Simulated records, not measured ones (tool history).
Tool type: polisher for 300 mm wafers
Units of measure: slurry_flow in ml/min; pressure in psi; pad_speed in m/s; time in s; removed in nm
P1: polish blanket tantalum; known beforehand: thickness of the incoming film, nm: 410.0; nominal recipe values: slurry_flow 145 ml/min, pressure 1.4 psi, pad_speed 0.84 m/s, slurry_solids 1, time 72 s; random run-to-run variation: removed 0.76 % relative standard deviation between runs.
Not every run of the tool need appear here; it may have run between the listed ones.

Run 1, day 0.479: slurry_flow 145 ml/min, pressure 1.4 psi, pad_speed 0.84 m/s, slurry_solids 1, time 72 s. Result: removed 63.413 nm.
Run 2, day 0.825: slurry_flow 145 ml/min, pressure 1.4 psi, pad_speed 0.84 m/s, slurry_solids 0.5, time 72 s. Result: removed 49.277 nm.
Run 3, day 1.254: slurry_flow 145 ml/min, pressure 1.4 psi, pad_speed 0.84 m/s, slurry_solids 1, time 33 s. Result: removed 28.424 nm.
Run 4, day 1.508: slurry_flow 145 ml/min, pressure 1.9 psi, pad_speed 0.84 m/s, slurry_solids 1, time 72 s. Result: removed 84.382 nm.
Run 5, day 2: slurry_flow 145 ml/min, pressure 1.4 psi, pad_speed 0.84 m/s, slurry_solids 1.5, time 72 s. Result: removed 69.651 nm.
Run 6, day 2.371: slurry_flow 145 ml/min, pressure 1.4 psi, pad_speed 0.84 m/s, slurry_solids 1, time 111 s. Result: removed 96.654 nm.
Run 7, day 2.808: slurry_flow 145 ml/min, pressure 1 psi, pad_speed 1.18 m/s, slurry_solids 1, time 72 s. Result: removed 62.962 nm.
Run 8, day 3.146: slurry_flow 145 ml/min, pressure 0.8 psi, pad_speed 0.84 m/s, slurry_solids 1, time 72 s. Result: removed 35.834 nm.
Run 9, day 3.517: slurry_flow 145 ml/min, pressure 2 psi, pad_speed 1.12 m/s, slurry_solids 1, time 72 s. Result: removed 118.24 nm.
Run 10, day 3.971: slurry_flow 145 ml/min, pressure 1.4 psi, pad_speed 1.16 m/s, slurry_solids 1, time 72 s. Result: removed 86.248 nm.
Run 11, day 4.392: slurry_flow 145 ml/min, pressure 1.4 psi, pad_speed 0.84 m/s, slurry_solids 1, time 72 s. Result: removed 62.911 nm.
Run 12, day 4.638: slurry_flow 145 ml/min, pressure 1.4 psi, pad_speed 0.84 m/s, slurry_solids 1, time 72 s. Result: removed 62.037 nm.
Run 13, day 5.038: slurry_flow 145 ml/min, pressure 1.4 psi, pad_speed 0.84 m/s, slurry_solids 1, time 72 s. Result: removed 63.01 nm.
At day 5.046: head pressure recalibrated.
Run 14, day 5.342: slurry_flow 85 ml/min, pressure 1.4 psi, pad_speed 0.84 m/s, slurry_solids 1, time 72 s. Result: removed 55.69 nm.
Run 15, day 5.792: slurry_flow 195 ml/min, pressure 1.4 psi, pad_speed 0.84 m/s, slurry_solids 1, time 72 s. Result: removed 66.766 nm.
Run 16, day 6.279: slurry_flow 145 ml/min, pressure 1.4 psi, pad_speed 0.48 m/s, slurry_solids 1, time 72 s. Result: removed 36.093 nm.
Run 17, day 6.712: slurry_flow 145 ml/min, pressure 1.4 psi, pad_speed 0.84 m/s, slurry_solids 1, time 72 s. Result: removed 62.126 nm.
Run 18, day 7.175: slurry_flow 180 ml/min, pressure 1.1 psi, pad_speed 0.84 m/s, slurry_solids 1, time 72 s. Result: removed 50.719 nm.
At day 7.504: slurry blender recalibrated.
Run 19, day 7.654: slurry_flow 145 ml/min, pressure 1.4 psi, pad_speed 0.84 m/s, slurry_solids 1, time 72 s. Result: removed 63.374 nm.
Run 20, day 7.992: slurry_flow 145 ml/min, pressure 1.4 psi, pad_speed 0.84 m/s, slurry_solids 1, time 72 s. Result: removed 62.863 nm.
Run 21, day 8.362: slurry_flow 145 ml/min, pressure 1.4 psi, pad_speed 0.84 m/s, slurry_solids 1, time 72 s. Result: removed 62.333 nm.
Run 22, day 8.804: slurry_flow 145 ml/min, pressure 1.4 psi, pad_speed 0.84 m/s, slurry_solids 1, time 72 s. Result: removed 59.871 nm.
Run 23, day 9.188: slurry_flow 145 ml/min, pressure 1.4 psi, pad_speed 0.84 m/s, slurry_solids 1, time 72 s. Result: removed 58.885 nm.
Run 24, day 9.521: slurry_flow 145 ml/min, pressure 1.4 psi, pad_speed 0.84 m/s, slurry_solids 1, time 72 s. Result: removed 57.949 nm.
Run 25, day 9.867: slurry_flow 145 ml/min, pressure 1.4 psi, pad_speed 0.84 m/s, slurry_solids 1, time 72 s. Result: removed 57.093 nm.
At day 10.3: slurry nozzle cleaned.
Run 26, day 10.333: slurry_flow 145 ml/min, pressure 1.4 psi, pad_speed 0.84 m/s, slurry_solids 1, time 72 s. Result: removed 57.579 nm.
Run 27, day 10.688: slurry_flow 145 ml/min, pressure 1.4 psi, pad_speed 0.84 m/s, slurry_solids 1, time 72 s. Result: removed 56.758 nm.
Run 28, day 11.092: slurry_flow 145 ml/min, pressure 1.4 psi, pad_speed 0.84 m/s, slurry_solids 1, time 72 s. Result: removed 55.55 nm.
At day 11.171: worn pad replaced by a new one.
Run 29, day 11.496: slurry_flow 145 ml/min, pressure 1.4 psi, pad_speed 0.84 m/s, slurry_solids 1, time 72 s. Result: removed 55.64 nm.
Run 30, day 11.858: slurry_flow 145 ml/min, pressure 1.4 psi, pad_speed 0.84 m/s, slurry_solids 1, time 72 s. Result: removed 56.623 nm.
Run 31, day 12.158: slurry_flow 145 ml/min, pressure 1.4 psi, pad_speed 0.84 m/s, slurry_solids 1, time 72 s. Result: removed 55.796 nm.

P1 has crept away from where it was. The log is fitted equally well by each of these 2 causes, at the sizes shown:
A: head's pressure below its setpoint, % = 11.7
B: abrasive missing from the slurry, % = 31.7
Creep in the process output first set in at about day 8.362.
Other possible causes, and why each is ruled out:
removal rate lost through wear of the pad, %: serviced after onset, at day 11.171, with no recovery of the prior output
slurry flow missing at the pad, %: serviced after onset, at day 10.3, with no recovery of the prior output

4 check runs are offered, one wafer each, their results left as question marks. Which one tells the causes apart?
Run check 1, day 12.458: slurry_flow 180 ml/min, pressure 1.4 psi, pad_speed 0.84 m/s, slurry_solids 1, time 34 s. Result: removed ?.
Run check 2, day 12.458: slurry_flow 145 ml/min, pressure 1.4 psi, pad_speed 0.58 m/s, slurry_solids 0.55, time 72 s. Result: removed ?.
Run check 3, day 12.458: slurry_flow 145 ml/min, pressure 1.7 psi, pad_speed 0.84 m/s, slurry_solids 1, time 58 s. Result: removed ?.
Run check 4, day 12.458: slurry_flow 110 ml/min, pressure 1 psi, pad_speed 0.84 m/s, slurry_solids 1, time 72 s. Result: removed ?.

Outcome of each check run for each possible cause:
  check   result    if A    if B
check 1  removed  27.144  27.142
check 2  removed  31.066  29.431
check 3  removed  54.298  54.293
check 4  removed  37.492  37.488
Smallest distance between any two causes, each pair judged by its most separating result, in per cent: check 1 0.01 %; check 2 5.41 %; check 3 0.01 %; check 4 0.01 %
Check 2 tells the causes apart: in the others they would give nearly the same result.

Check 2 has now been run. It gave: removed 29.19 nm. Which of the candidate causes is it?

The correct cause is B, namely: abrasive missing from the slurry, %.
